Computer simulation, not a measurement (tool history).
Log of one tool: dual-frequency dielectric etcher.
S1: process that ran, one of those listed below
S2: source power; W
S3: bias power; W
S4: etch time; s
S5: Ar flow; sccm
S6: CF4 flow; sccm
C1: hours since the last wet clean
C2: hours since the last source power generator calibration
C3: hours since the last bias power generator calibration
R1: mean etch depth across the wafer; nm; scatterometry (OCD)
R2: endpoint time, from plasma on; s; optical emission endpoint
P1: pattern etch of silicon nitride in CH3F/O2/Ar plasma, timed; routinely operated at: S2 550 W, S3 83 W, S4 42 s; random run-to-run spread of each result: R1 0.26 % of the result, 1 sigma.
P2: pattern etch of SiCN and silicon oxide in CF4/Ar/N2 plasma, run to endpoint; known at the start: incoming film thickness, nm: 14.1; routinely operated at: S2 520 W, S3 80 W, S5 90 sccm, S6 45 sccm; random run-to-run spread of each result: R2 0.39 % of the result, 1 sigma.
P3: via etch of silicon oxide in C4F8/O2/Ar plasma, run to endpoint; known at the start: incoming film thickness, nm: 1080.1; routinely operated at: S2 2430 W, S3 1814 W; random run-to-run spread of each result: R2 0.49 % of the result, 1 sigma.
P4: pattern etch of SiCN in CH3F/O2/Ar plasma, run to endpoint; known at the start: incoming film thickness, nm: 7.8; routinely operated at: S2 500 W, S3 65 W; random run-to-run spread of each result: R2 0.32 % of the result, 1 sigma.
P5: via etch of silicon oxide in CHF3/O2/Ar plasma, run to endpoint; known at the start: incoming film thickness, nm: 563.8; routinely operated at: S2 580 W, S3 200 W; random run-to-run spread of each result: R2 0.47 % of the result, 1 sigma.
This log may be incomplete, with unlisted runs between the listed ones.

Run 1, hour 10.6: S1 P1, S2 550 W, S3 83 W, S4 42 s; C1 272.1; C2 2020.1; C3 2614.7. Result: R1 34.607 nm.
Run 2, hour 19.2: S1 P2, S2 520 W, S3 80 W, S5 90 sccm, S6 55 sccm; C1 280.7; C2 2028.7; C3 2623.3. Result: R2 14.524 s.
Run 3, hour 30.5: S1 P1, S2 550 W, S3 109 W, S4 23 s; C1 292; C2 2040; C3 2634.6. Result: R1 20.923 nm.
Run 4, hour 38.6: S1 P2, S2 520 W, S3 80 W, S5 90 sccm, S6 45 sccm; C1 300.1; C2 2048.1; C3 2642.7. Result: R2 14.856 s.
Run 5, hour 51.4: S1 P5, S2 350 W, S3 200 W; C1 312.9; C2 2060.9; C3 2655.5. Result: R2 334.84 s.
Run 6, hour 58.9: S1 P3, S2 3240 W, S3 1814 W; C1 320.4; C2 2068.4; C3 2663. Result: R2 178.99 s.
At hour 64.6: wet clean of the chamber.
Run 7, hour 70: S1 P5, S2 580 W, S3 200 W; C1 5.4; C2 2079.5; C3 2674.1. Result: R2 274.36 s.
Run 8, hour 79: S1 P4, S2 620 W, S3 65 W; C1 14.4; C2 2088.5; C3 2683.1. Result: R2 18.552 s.
Run 9, hour 89.4: S1 P4, S2 500 W, S3 65 W; C1 24.8; C2 2098.9; C3 2693.5. Result: R2 20.134 s.
Run 10, hour 102: S1 P2, S2 520 W, S3 80 W, S5 90 sccm, S6 45 sccm; C1 37.4; C2 2111.5; C3 2706.1. Result: R2 14.903 s.
Run 11, hour 114: S1 P2, S2 520 W, S3 48 W, S5 90 sccm, S6 45 sccm; C1 49.4; C2 2123.5; C3 2718.1. Result: R2 17.587 s.
Run 12, hour 127.9: S1 P4, S2 500 W, S3 49 W; C1 63.3; C2 2137.4; C3 2732. Result: R2 22.107 s.
Run 13, hour 136.4: S1 P1, S2 550 W, S3 83 W, S4 42 s; C1 71.8; C2 2145.9; C3 2740.5. Result: R1 34.735 nm.
Run 14, hour 147.6: S1 P1, S2 550 W, S3 83 W, S4 42 s; C1 83; C2 2157.1; C3 2751.7. Result: R1 34.745 nm.
Run 15, hour 155.5: S1 P1, S2 550 W, S3 83 W, S4 42 s; C1 90.9; C2 2165; C3 2759.6. Result: R1 34.614 nm.
Run 16, hour 162.5: S1 P1, S2 550 W, S3 83 W, S4 42 s; C1 97.9; C2 2172; C3 2766.6. Result: R1 34.811 nm.
Run 17, hour 170.3: S1 P2, S2 670 W, S3 80 W, S5 90 sccm, S6 45 sccm; C1 105.7; C2 2179.8; C3 2774.4. Result: R2 11.898 s.
Run 18, hour 176.7: S1 P1, S2 680 W, S3 83 W, S4 42 s; C1 112.1; C2 2186.2; C3 2780.8. Result: R1 37.501 nm.
Run 19, hour 186.7: S1 P1, S2 550 W, S3 51 W, S4 42 s; C1 122.1; C2 2196.2; C3 2790.8. Result: R1 29.5 nm.
Run 20, hour 197.4: S1 P1, S2 550 W, S3 118 W, S4 42 s; C1 132.8; C2 2206.9; C3 2801.5. Result: R1 39.268 nm.
Run 21, hour 209.1: S1 P1, S2 550 W, S3 83 W, S4 23 s; C1 144.5; C2 2218.6; C3 2813.2. Result: R1 18.945 nm.
Run 22, hour 220.9: S1 P1, S2 550 W, S3 83 W, S4 42 s; C1 156.3; C2 2230.4; C3 2825. Result: R1 34.544 nm.
Run 23, hour 228.3: S1 P1, S2 550 W, S3 83 W, S4 60 s; C1 163.7; C2 2237.8; C3 2832.4. Result: R1 49.209 nm.
Run 24, hour 238.3: S1 P3, S2 2430 W, S3 1073 W; C1 173.7; C2 2247.8; C3 2842.4. Result: R2 231.42 s.
Run 25, hour 245.6: S1 P1, S2 440 W, S3 114 W, S4 42 s; C1 181; C2 2255.1; C3 2849.7. Result: R1 35.761 nm.
Run 26, hour 258.5: S1 P2, S2 520 W, S3 80 W, S5 121 sccm, S6 45 sccm; C1 193.9; C2 2268; C3 2862.6. Result: R2 15.576 s.
Run 27, hour 270.6: S1 P5, S2 580 W, S3 249 W; C1 206; C2 2280.1; C3 2874.7. Result: R2 256.75 s.
Run 28, hour 279.7: S1 P3, S2 2430 W, S3 1814 W; C1 215.1; C2 2289.2; C3 2883.8. Result: R2 201.35 s.

What does the tool deliver on the next run?
Run 29, hour 288.2: S1 P1, S2 450 W, S3 83 W, S4 42 s; C1 223.6; C2 2297.7; C3 2892.3. Result: R1 ?.

Run 29 yielded R1 32.047 nm.

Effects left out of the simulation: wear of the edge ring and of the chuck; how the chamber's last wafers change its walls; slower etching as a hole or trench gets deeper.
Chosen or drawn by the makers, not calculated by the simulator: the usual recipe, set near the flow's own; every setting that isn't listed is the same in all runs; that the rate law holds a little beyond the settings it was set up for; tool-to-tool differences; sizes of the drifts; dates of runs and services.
